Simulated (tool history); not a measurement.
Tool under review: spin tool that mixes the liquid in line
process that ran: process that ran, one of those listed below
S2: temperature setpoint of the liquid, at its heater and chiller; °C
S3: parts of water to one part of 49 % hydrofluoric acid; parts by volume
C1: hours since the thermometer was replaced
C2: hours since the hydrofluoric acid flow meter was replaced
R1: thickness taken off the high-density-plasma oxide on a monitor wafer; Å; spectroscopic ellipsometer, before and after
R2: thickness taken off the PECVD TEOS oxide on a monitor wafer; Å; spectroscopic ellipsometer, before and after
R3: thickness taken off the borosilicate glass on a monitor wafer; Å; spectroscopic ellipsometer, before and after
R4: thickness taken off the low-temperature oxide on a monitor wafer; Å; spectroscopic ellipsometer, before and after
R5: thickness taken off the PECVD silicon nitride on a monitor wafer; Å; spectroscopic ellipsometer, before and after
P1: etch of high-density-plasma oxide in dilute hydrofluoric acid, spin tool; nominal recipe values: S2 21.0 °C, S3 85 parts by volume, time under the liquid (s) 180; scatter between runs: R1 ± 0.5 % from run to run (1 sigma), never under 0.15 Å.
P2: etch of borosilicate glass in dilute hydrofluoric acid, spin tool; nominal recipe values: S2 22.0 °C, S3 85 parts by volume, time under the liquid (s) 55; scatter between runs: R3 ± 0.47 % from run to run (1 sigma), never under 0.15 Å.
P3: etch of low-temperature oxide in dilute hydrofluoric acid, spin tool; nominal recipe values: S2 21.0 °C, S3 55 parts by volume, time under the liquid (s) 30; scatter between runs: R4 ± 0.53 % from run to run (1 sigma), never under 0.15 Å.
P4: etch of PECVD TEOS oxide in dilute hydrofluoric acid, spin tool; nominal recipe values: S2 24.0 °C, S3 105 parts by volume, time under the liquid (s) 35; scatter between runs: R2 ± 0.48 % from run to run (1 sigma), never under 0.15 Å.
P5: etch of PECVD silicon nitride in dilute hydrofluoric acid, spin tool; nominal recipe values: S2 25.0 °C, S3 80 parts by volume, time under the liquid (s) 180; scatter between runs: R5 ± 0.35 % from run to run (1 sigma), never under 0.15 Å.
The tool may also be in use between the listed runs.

Run 1, hour 4.7: process that ran P1, S2 21.0 °C, S3 85 parts by volume, time under the liquid (s) 180; C1 397.0; C2 454.6. Result: R1 137.090 Å.
Run 2, hour 10.1: process that ran P1, S2 17.0 °C, S3 85 parts by volume, time under the liquid (s) 180; C1 402.4; C2 460.0. Result: R1 115.710 Å.
Run 3, hour 15.6: process that ran P1, S2 21.0 °C, S3 85 parts by volume, time under the liquid (s) 180; C1 407.9; C2 465.5. Result: R1 137.180 Å.
Run 4, hour 18.2: process that ran P4, S2 17.0 °C, S3 105 parts by volume, time under the liquid (s) 35; C1 410.5; C2 468.1. Result: R2 58.485 Å.
Run 5, hour 23.4: process that ran P2, S2 22.0 °C, S3 85 parts by volume, time under the liquid (s) 55; C1 415.7; C2 473.3. Result: R3 148.590 Å.
Run 6, hour 27.5: process that ran P4, S2 24.0 °C, S3 105 parts by volume, time under the liquid (s) 50; C1 419.8; C2 477.4. Result: R2 112.470 Å.
Run 7, hour 32.5: process that ran P3, S2 21.0 °C, S3 55 parts by volume, time under the liquid (s) 30; C1 424.8; C2 482.4. Result: R4 97.228 Å.
Run 8, hour 36.7: process that ran P1, S2 21.0 °C, S3 85 parts by volume, time under the liquid (s) 180; C1 429.0; C2 486.6. Result: R1 137.430 Å.
Run 9, hour 42.4: process that ran P1, S2 21.0 °C, S3 85 parts by volume, time under the liquid (s) 180; C1 434.7; C2 492.3. Result: R1 137.180 Å.
Run 10, hour 45.6: process that ran P4, S2 24.0 °C, S3 40 parts by volume, time under the liquid (s) 35; C1 437.9; C2 495.5. Result: R2 223.140 Å.
Run 11, hour 48.8: process that ran P5, S2 25.0 °C, S3 80 parts by volume, time under the liquid (s) 180; C1 441.1; C2 498.7. Result: R5 110.810 Å.
Run 12, hour 52.8: process that ran P1, S2 21.0 °C, S3 40 parts by volume, time under the liquid (s) 180; C1 445.1; C2 502.7. Result: R1 307.080 Å.
Run 13, hour 57.5: process that ran P1, S2 21.0 °C, S3 85 parts by volume, time under the liquid (s) 335; C1 449.8; C2 507.4. Result: R1 254.360 Å.
Run 14, hour 61.9: process that ran P3, S2 21.0 °C, S3 55 parts by volume, time under the liquid (s) 30; C1 454.2; C2 511.8. Result: R4 98.450 Å.
Run 15, hour 67.3: process that ran P2, S2 22.0 °C, S3 85 parts by volume, time under the liquid (s) 55; C1 459.6; C2 517.2. Result: R3 147.730 Å.
Run 16, hour 69.8: process that ran P5, S2 25.0 °C, S3 80 parts by volume, time under the liquid (s) 40; C1 462.1; C2 519.7. Result: R5 24.486 Å.
Run 17, hour 75.0: process that ran P2, S2 22.0 °C, S3 25 parts by volume, time under the liquid (s) 55; C1 467.3; C2 524.9. Result: R3 542.240 Å.
Run 18, hour 78.9: process that ran P4, S2 24.0 °C, S3 105 parts by volume, time under the liquid (s) 35; C1 471.2; C2 528.8. Result: R2 78.774 Å.
Run 19, hour 84.3: process that ran P1, S2 26.0 °C, S3 85 parts by volume, time under the liquid (s) 180; C1 476.6; C2 534.2. Result: R1 166.910 Å.
Run 20, hour 88.5: process that ran P2, S2 22.0 °C, S3 85 parts by volume, time under the liquid (s) 15; C1 480.8; C2 538.4. Result: R3 40.894 Å.
Run 21, hour 93.4: process that ran P1, S2 21.0 °C, S3 150 parts by volume, time under the liquid (s) 180; C1 485.7; C2 543.3. Result: R1 72.414 Å.
Run 22, hour 96.8: process that ran P3, S2 21.0 °C, S3 20 parts by volume, time under the liquid (s) 30; C1 489.1; C2 546.7. Result: R4 279.620 Å.
Run 23, hour 102.3: process that ran P5, S2 25.0 °C, S3 125 parts by volume, time under the liquid (s) 180; C1 494.6; C2 552.2. Result: R5 71.284 Å.
Run 24, hour 104.8: process that ran P1, S2 21.0 °C, S3 85 parts by volume, time under the liquid (s) 100; C1 497.1; C2 554.7. Result: R1 75.518 Å.
Run 25, hour 108.3: process that ran P5, S2 30.5 °C, S3 80 parts by volume, time under the liquid (s) 180; C1 500.6; C2 558.2. Result: R5 158.480 Å.
Run 26, hour 112.1: process that ran P1, S2 21.0 °C, S3 85 parts by volume, time under the liquid (s) 180; C1 504.4; C2 562.0. Result: R1 136.600 Å.
Run 27, hour 117.2: process that ran P1, S2 21.0 °C, S3 25 parts by volume, time under the liquid (s) 105; C1 509.5; C2 567.1. Result: R1 293.830 Å.
Run 28, hour 122.8: process that ran P3, S2 21.0 °C, S3 55 parts by volume, time under the liquid (s) 55; C1 515.1; C2 572.7. Result: R4 177.580 Å.
Run 29, hour 127.6: process that ran P2, S2 17.5 °C, S3 85 parts by volume, time under the liquid (s) 55; C1 519.9; C2 577.5. Result: R3 122.650 Å.
Run 30, hour 131.7: process that ran P3, S2 17.0 °C, S3 55 parts by volume, time under the liquid (s) 30; C1 524.0; C2 581.6. Result: R4 82.209 Å.
Run 31, hour 135.6: process that ran P1, S2 17.0 °C, S3 85 parts by volume, time under the liquid (s) 255; C1 527.9; C2 585.5. Result: R1 162.970 Å.
Run 32, hour 140.1: process that ran P1, S2 21.0 °C, S3 85 parts by volume, time under the liquid (s) 180; C1 532.4; C2 590.0. Result: R1 137.720 Å.
Run 33, hour 144.2: process that ran P1, S2 21.0 °C, S3 85 parts by volume, time under the liquid (s) 180; C1 536.5; C2 594.1. Result: R1 134.800 Å.
Run 34, hour 147.9: process that ran P1, S2 21.0 °C, S3 85 parts by volume, time under the liquid (s) 180; C1 540.2; C2 597.8. Result: R1 132.340 Å.
Run 35, hour 151.4: process that ran P1, S2 21.0 °C, S3 85 parts by volume, time under the liquid (s) 180; C1 543.7; C2 601.3. Result: R1 131.230 Å.
Run 36, hour 155.7: process that ran P1, S2 21.0 °C, S3 85 parts by volume, time under the liquid (s) 180; C1 548.0; C2 605.6. Result: R1 129.830 Å.
Run 37, hour 159.3: process that ran P1, S2 21.0 °C, S3 85 parts by volume, time under the liquid (s) 180; C1 551.6; C2 609.2. Result: R1 128.850 Å.
Run 38, hour 163.5: process that ran P1, S2 21.0 °C, S3 85 parts by volume, time under the liquid (s) 180; C1 555.8; C2 613.4. Result: R1 129.300 Å.
Run 39, hour 167.2: process that ran P1, S2 21.0 °C, S3 85 parts by volume, time under the liquid (s) 180; C1 559.5; C2 617.1. Result: R1 129.600 Å.

Run 40, settings as shown, results not yet in. Your forecast:
Run 40, hour 172.8: process that ran P1, S2 21.0 °C, S3 85 parts by volume, time under the liquid (s) 180; C1 565.1; C2 622.7. Result: R1 ?.

{"run 40": {"R1": 128.43}}
